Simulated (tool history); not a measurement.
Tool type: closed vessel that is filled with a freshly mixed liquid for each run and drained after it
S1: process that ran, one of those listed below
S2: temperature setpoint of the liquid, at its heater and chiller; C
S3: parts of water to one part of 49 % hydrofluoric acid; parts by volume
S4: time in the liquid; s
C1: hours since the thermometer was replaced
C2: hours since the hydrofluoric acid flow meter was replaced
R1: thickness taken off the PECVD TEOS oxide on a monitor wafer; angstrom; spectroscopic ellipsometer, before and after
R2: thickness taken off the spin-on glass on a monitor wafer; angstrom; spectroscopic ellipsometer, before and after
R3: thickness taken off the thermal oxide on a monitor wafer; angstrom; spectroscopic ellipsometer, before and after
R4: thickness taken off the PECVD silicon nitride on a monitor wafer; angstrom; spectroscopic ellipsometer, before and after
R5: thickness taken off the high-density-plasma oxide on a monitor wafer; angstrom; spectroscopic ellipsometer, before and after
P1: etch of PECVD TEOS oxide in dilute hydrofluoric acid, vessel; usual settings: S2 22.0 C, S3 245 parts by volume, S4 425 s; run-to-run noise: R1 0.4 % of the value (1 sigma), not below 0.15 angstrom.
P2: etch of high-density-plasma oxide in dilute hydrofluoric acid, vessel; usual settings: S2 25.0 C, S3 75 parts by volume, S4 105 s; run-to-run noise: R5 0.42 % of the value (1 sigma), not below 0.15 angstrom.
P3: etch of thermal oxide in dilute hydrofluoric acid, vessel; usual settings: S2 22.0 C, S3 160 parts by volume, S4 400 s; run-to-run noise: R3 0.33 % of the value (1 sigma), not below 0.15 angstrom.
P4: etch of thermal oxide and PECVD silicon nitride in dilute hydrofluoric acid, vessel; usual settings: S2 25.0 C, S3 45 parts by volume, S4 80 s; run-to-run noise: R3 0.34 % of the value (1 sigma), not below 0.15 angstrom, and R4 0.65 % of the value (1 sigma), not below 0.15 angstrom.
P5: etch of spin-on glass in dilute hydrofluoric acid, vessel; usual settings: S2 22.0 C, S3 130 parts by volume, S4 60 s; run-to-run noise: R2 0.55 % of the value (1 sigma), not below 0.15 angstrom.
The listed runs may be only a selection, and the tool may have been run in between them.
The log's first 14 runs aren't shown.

run	hour	S1	S2	S3	S4	C1	C2	R1	R2	R3	R4	R5
# hour 98.6: hydrofluoric acid flow meter replaced
15	99.1	P1	28.0	395	425	510.5	0.6	128.770				
16	107.7	P5	22.0	130	60	519.1	9.2		176.840			
17	112.5	P5	22.0	130	60	523.9	14.0		174.380			
18	118.3	P3	22.0	160	400	529.7	19.8			99.742		
19	124.0	P5	26.5	130	60	535.4	25.5		208.850			
20	128.5	P5	22.0	130	120	539.9	30.0		353.510			
21	137.3	P1	22.0	245	85	548.7	38.8	39.156				
22	145.6	P1	22.0	415	775	557.0	47.1	180.730				
23	149.8	P1	22.0	245	425	561.2	51.3	196.830				
24	155.5	P1	29.0	245	425	566.9	57.0	251.900				
25	162.5	P1	22.0	245	425	573.9	64.0	194.480				
26	167.8	P4	17.0	45	80	579.2	69.3			72.668	18.852	
27	175.6	P1	17.5	245	425	587.0	77.1	165.470				
28	180.3	P1	22.0	245	645	591.7	81.8	296.970				

Forecast run 29:
29	187.9	P2	31.5	75	105	599.3	89.4					?

{"run 29": {"R5": 131.83}}

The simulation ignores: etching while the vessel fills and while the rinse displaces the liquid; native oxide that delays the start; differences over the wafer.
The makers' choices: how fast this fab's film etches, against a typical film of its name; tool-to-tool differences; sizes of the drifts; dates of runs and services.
